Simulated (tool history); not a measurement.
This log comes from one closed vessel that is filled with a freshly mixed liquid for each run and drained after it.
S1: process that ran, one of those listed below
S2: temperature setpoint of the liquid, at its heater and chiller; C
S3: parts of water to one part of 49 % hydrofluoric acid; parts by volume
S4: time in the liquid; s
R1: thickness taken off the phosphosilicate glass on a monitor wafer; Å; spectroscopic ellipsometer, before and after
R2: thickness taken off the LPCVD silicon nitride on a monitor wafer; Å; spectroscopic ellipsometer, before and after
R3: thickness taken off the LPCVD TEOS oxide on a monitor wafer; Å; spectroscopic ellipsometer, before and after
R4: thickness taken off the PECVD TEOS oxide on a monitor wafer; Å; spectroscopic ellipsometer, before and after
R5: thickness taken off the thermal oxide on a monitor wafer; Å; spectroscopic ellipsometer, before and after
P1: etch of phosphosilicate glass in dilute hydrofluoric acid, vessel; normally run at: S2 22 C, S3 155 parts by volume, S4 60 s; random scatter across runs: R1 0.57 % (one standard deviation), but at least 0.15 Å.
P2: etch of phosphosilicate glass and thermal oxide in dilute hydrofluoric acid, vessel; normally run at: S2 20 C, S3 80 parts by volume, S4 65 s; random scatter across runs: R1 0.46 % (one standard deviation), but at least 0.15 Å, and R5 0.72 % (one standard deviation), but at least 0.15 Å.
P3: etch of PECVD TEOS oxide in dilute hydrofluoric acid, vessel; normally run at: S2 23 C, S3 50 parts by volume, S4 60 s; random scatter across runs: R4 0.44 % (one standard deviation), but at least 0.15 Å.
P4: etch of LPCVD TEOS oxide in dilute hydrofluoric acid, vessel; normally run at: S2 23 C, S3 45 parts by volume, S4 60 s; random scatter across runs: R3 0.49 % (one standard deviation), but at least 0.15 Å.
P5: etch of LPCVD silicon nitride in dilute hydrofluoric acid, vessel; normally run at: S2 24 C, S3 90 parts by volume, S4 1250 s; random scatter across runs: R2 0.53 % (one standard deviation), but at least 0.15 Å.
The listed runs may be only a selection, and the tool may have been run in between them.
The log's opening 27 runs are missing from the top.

| run | day | S1 | S2 | S3 | S4 | R1 | R2 | R3 | R4 | R5 |
|---|---|---|---|---|---|---|---|---|---|---|
| 28 | 14.538 | P2 | 20 | 80 | 30 | 249.54 |  |  |  | 14.972 |
| 29 | 15.162 | P4 | 23 | 75 | 60 |  |  | 217.67 |  |  |
| 30 | 15.767 | P3 | 23 | 50 | 60 |  |  |  | 183.77 |  |
| 31 | 16.379 | P3 | 23 | 50 | 30 |  |  |  | 92.194 |  |
| 32 | 17.017 | P2 | 24.5 | 80 | 65 | 653.73 |  |  |  | 38.583 |
| 33 | 17.354 | P1 | 28.5 | 60 | 60 | 2175.3 |  |  |  |  |
| 34 | 17.879 | P1 | 22 | 155 | 60 | 577.75 |  |  |  |  |
| 35 | 18.6 | P1 | 22 | 155 | 60 | 580.16 |  |  |  |  |

For run 36, what comes out?
| 36 | 19.346 | P1 | 22 | 155 | 60 | ? |  |  |  |  |

Run 36 gave R1 558.2 Å.
